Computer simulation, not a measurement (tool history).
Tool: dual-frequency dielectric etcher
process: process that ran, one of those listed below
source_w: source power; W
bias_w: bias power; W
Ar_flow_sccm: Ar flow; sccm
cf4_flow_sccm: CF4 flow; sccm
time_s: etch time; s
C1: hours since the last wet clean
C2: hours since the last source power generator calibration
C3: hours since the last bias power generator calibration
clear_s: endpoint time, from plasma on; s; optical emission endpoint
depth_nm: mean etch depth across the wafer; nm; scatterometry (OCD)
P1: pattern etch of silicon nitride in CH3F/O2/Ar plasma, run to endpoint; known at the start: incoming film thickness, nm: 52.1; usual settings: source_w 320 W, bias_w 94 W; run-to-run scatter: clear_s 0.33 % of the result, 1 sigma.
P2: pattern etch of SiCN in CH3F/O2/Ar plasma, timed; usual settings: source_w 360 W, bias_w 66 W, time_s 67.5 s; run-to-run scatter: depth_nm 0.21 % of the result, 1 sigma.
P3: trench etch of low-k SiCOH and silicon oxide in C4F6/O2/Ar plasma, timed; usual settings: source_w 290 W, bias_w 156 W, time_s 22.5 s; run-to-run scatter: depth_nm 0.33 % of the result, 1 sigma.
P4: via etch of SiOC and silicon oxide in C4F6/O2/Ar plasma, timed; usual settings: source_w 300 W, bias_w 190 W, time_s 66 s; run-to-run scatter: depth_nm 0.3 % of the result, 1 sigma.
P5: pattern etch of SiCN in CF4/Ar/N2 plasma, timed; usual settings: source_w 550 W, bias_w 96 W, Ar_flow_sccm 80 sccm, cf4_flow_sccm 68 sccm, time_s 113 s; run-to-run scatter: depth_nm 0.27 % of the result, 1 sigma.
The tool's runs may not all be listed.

run 1 day=0.254 | process=P1 source_w=320 bias_w=94 | C1=333.9 C2=905.8 C3=1276.7 | clear_s=73.82
run 2 day=0.408 | process=P1 source_w=320 bias_w=128 | C1=337.6 C2=909.5 C3=1280.4 | clear_s=66.056
run 3 day=0.562 | process=P5 source_w=550 bias_w=96 Ar_flow_sccm=80 cf4_flow_sccm=91 time_s=113 | C1=341.3 C2=913.2 C3=1284.1 | depth_nm=138.22
run 4 day=0.896 | process=P2 source_w=360 bias_w=66 time_s=67.5 | C1=349.3 C2=921.2 C3=1292.1 | depth_nm=23.829
run 5 day=1.112 | process=P4 source_w=300 bias_w=190 time_s=66 | C1=354.5 C2=926.4 C3=1297.3 | depth_nm=68.29
run 6 day=1.3 | process=P2 source_w=460 bias_w=66 time_s=67.5 | C1=359 C2=930.9 C3=1301.8 | depth_nm=26.126
run 7 day=1.529 | process=P1 source_w=320 bias_w=94 | C1=364.5 C2=936.4 C3=1307.3 | clear_s=74.12
run 8 day=1.829 | process=P1 source_w=320 bias_w=94 | C1=371.7 C2=943.6 C3=1314.5 | clear_s=74.106
run 9 day=2.067 | process=P5 source_w=550 bias_w=96 Ar_flow_sccm=80 cf4_flow_sccm=68 time_s=146.5 | C1=377.4 C2=949.3 C3=1320.2 | depth_nm=171.56
run 10 day=2.279 | process=P1 source_w=230 bias_w=94 | C1=382.5 C2=954.4 C3=1325.3 | clear_s=84.068
run 11 day=2.558 | process=P2 source_w=360 bias_w=66 time_s=90 | C1=389.2 C2=961.1 C3=1332 | depth_nm=31.867
run 12 day=2.783 | process=P4 source_w=300 bias_w=190 time_s=66 | C1=394.6 C2=966.5 C3=1337.4 | depth_nm=68.416
run 13 day=2.954 | process=P2 source_w=360 bias_w=88 time_s=67.5 | C1=398.7 C2=970.6 C3=1341.5 | depth_nm=26.425
run 14 day=3.108 | process=P5 source_w=550 bias_w=96 Ar_flow_sccm=80 cf4_flow_sccm=68 time_s=113 | C1=402.4 C2=974.3 C3=1345.2 | depth_nm=132.34
run 15 day=3.258 | process=P4 source_w=300 bias_w=190 time_s=99 | C1=406 C2=977.9 C3=1348.8 | depth_nm=102.79
run 16 day=3.458 | process=P4 source_w=360 bias_w=190 time_s=66 | C1=410.8 C2=982.7 C3=1353.6 | depth_nm=73.297
run 17 day=3.721 | process=P3 source_w=210 bias_w=156 time_s=22.5 | C1=417.1 C2=989 C3=1359.9 | depth_nm=50.376
run 18 day=3.946 | process=P5 source_w=550 bias_w=59 Ar_flow_sccm=80 cf4_flow_sccm=68 time_s=113 | C1=422.5 C2=994.4 C3=1365.3 | depth_nm=112.76
run 19 day=4.25 | process=P5 source_w=550 bias_w=96 Ar_flow_sccm=80 cf4_flow_sccm=68 time_s=113 | C1=429.8 C2=1001.7 C3=1372.6 | depth_nm=132.52
run 20 day=4.538 | process=P5 source_w=360 bias_w=96 Ar_flow_sccm=80 cf4_flow_sccm=68 time_s=113 | C1=436.7 C2=1008.6 C3=1379.5 | depth_nm=91.676
-- day=4.638 source power generator calibrated
-- day=4.683 bias power generator calibrated
run 21 day=4.746 | process=P3 source_w=290 bias_w=156 time_s=22.5 | C1=441.7 C2=2.7 C3=1.5 | depth_nm=57.112
run 22 day=4.967 | process=P1 source_w=320 bias_w=54 | C1=447 C2=8 C3=6.8 | clear_s=89.838
run 23 day=5.217 | process=P3 source_w=290 bias_w=156 time_s=22.5 | C1=453 C2=14 C3=12.8 | depth_nm=56.784
run 24 day=5.488 | process=P1 source_w=450 bias_w=94 | C1=459.5 C2=20.5 C3=19.3 | clear_s=65.121
run 25 day=5.638 | process=P3 source_w=290 bias_w=156 time_s=30.5 | C1=463.1 C2=24.1 C3=22.9 | depth_nm=77.567
run 26 day=5.862 | process=P1 source_w=320 bias_w=94 | C1=468.5 C2=29.5 C3=28.3 | clear_s=74.168
run 27 day=6.096 | process=P1 source_w=450 bias_w=58 | C1=474.1 C2=35.1 C3=33.9 | clear_s=76.57
run 28 day=6.279 | process=P4 source_w=300 bias_w=257 time_s=66 | C1=478.5 C2=39.5 C3=38.3 | depth_nm=75.989

Forecast run 29:
run 29 day=6.446 | process=P3 source_w=290 bias_w=99 time_s=22.5 | C1=482.5 C2=43.5 C3=42.3 | depth_nm=?

depth_nm: 49.726 nm

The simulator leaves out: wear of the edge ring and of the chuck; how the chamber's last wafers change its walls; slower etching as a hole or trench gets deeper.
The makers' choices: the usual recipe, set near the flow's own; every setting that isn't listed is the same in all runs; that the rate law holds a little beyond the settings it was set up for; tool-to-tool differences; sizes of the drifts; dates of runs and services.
